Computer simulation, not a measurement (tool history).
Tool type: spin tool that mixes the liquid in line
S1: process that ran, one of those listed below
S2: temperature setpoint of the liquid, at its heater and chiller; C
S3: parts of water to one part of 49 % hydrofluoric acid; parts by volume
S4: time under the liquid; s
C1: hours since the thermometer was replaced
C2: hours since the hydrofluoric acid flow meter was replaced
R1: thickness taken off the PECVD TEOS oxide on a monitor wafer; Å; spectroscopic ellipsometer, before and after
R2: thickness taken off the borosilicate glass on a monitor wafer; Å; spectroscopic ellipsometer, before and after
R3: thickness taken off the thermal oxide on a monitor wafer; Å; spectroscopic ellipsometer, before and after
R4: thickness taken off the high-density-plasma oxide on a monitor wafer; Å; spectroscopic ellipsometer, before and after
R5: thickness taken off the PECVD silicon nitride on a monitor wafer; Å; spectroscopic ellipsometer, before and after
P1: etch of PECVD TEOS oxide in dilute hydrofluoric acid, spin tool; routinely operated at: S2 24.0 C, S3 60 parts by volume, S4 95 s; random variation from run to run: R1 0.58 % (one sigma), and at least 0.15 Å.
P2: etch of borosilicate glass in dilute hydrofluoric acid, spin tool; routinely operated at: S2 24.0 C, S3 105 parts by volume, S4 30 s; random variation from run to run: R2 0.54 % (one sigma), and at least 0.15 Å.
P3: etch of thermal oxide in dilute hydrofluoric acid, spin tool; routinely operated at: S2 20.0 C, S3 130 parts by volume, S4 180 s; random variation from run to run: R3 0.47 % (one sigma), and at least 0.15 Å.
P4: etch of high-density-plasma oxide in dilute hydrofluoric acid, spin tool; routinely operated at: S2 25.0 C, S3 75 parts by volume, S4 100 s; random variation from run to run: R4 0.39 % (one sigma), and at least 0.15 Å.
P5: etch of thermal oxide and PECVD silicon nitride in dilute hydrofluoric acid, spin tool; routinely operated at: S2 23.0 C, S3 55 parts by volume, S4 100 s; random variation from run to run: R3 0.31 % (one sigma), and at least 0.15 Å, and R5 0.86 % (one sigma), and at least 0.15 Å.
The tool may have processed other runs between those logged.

run	day	S1	S2	S3	S4	C1	C2	R1	R2	R3	R4	R5
1	0.412	P1	24.0	60	95	1396.0	335.1	321.080				
2	0.812	P1	24.0	60	145	1405.6	344.7	492.710				
3	1.050	P1	24.0	95	150	1411.3	350.4	306.680				
4	1.467	P2	24.0	25	30	1421.3	360.4		517.270			
5	1.738	P2	29.0	105	30	1427.8	366.9		134.760			
6	2.046	P2	24.0	105	15	1435.2	374.3		55.472			
7	2.429	P3	20.0	130	365	1444.4	383.5			104.500		
8	2.833	P4	17.0	75	100	1454.1	393.2				60.525	
9	3.292	P3	20.0	130	180	1465.1	404.2			52.454		
10	3.746	P5	23.0	55	15	1476.0	415.1			13.085		4.701
11	4.062	P1	24.0	60	95	1483.6	422.7	322.710				
12	4.271	P5	17.5	55	100	1488.6	427.7			67.862		22.077
13	4.558	P5	23.0	35	100	1495.5	434.6			137.820		50.076
14	4.800	P2	24.0	105	30	1501.3	440.4		110.460			
15	5.154	P1	29.0	60	95	1509.8	448.9	395.510				
16	5.517	P1	24.0	60	95	1518.5	457.6	323.580				
17	5.721	P1	24.0	60	15	1523.4	462.5	50.016				
18	6.171	P3	20.0	35	180	1534.2	473.3			214.540		
19	6.525	P4	25.0	75	100	1542.7	481.8				84.430	
20	6.804	P5	23.0	55	100	1549.4	488.5			86.291		32.234
21	7.183	P1	17.0	60	135	1558.5	497.6	344.020				
22	7.525	P4	25.0	75	100	1566.7	505.8				84.718	
23	7.783	P1	24.0	105	95	1572.9	512.0	172.280				
24	8.254	P4	25.0	110	100	1584.2	523.3				54.662	
25	8.533	P1	24.0	60	95	1590.9	530.0	321.130				
26	8.833	P1	24.0	35	95	1598.1	537.2	571.750				
27	9.288	P3	26.0	130	180	1609.0	548.1			65.333		
28	9.633	P1	24.0	60	95	1617.3	556.4	322.390				
29	10.083	P5	23.0	55	100	1628.1	567.2			85.467		32.412
30	10.312	P1	19.5	60	95	1633.6	572.7	265.550				
31	10.725	P4	25.0	75	20	1643.5	582.6				17.034	
32	10.996	P1	29.5	105	95	1650.0	589.1	214.110				
33	11.433	P1	24.0	60	95	1660.5	599.6	319.070				
34	11.842	P1	24.0	60	95	1670.3	609.4	333.840				
35	12.279	P1	24.0	60	95	1680.8	619.9	342.110				
36	12.492	P1	24.0	60	95	1685.9	625.0	342.740				
37	12.942	P1	24.0	60	95	1696.7	635.8	350.090				
38	13.225	P1	24.0	60	95	1703.5	642.6	349.840				
39	13.475	P1	24.0	60	95	1709.5	648.6	347.500				
40	13.804	P1	24.0	60	95	1717.4	656.5	351.810				
41	14.108	P1	24.0	60	95	1724.7	663.8	357.450				
42	14.575	P1	24.0	60	95	1735.9	675.0	352.060				
43	14.921	P1	24.0	60	95	1744.2	683.3	352.320				
44	15.362	P1	24.0	60	95	1754.8	693.9	350.830				

What P1 gives has crept off from where it sat before. The 2 causes that follow fit the log equally well, each at the size noted:
A: liquid hotter than its thermometer reads (K) = 2.42
B: hydrofluoric acid flow above the setpoint (%) = 9.5
The creep began at about day 11.433.

Below are 4 check runs, each averaged over 2 wafers, with their results shown as question marks. Which of them would give clearly different results depending on which cause is behind the drift?
check 1	15.804	P4	20.5	75	55						?	
check 2	15.804	P3	20.0	65	335					?		
check 3	15.804	P2	24.0	55	15				?			
check 4	15.804	P5	18.0	55	60					?		?

If the cause were each of the candidates in turn, the checks would give the following:
check	result	if A	if B
check 1	R4	42.681	42.633
check 2	R3	228.910	228.160
check 3	R2	124.610	124.460
check 4	R3	46.136	45.818
check 4	R5	16.258	14.996
Separation of the two closest causes in each check, using whichever result separates them best: check 1 0.11 %; check 2 0.33 %; check 3 0.12 %; check 4 8.08 %
Check 4 tells the causes apart: in the others they would give nearly the same result.

The results of check 4 are: R3 45.965 Å; R5 16.288 Å. Based on these, which of the listed causes is it?

The cause is A: liquid hotter than its thermometer reads (K).
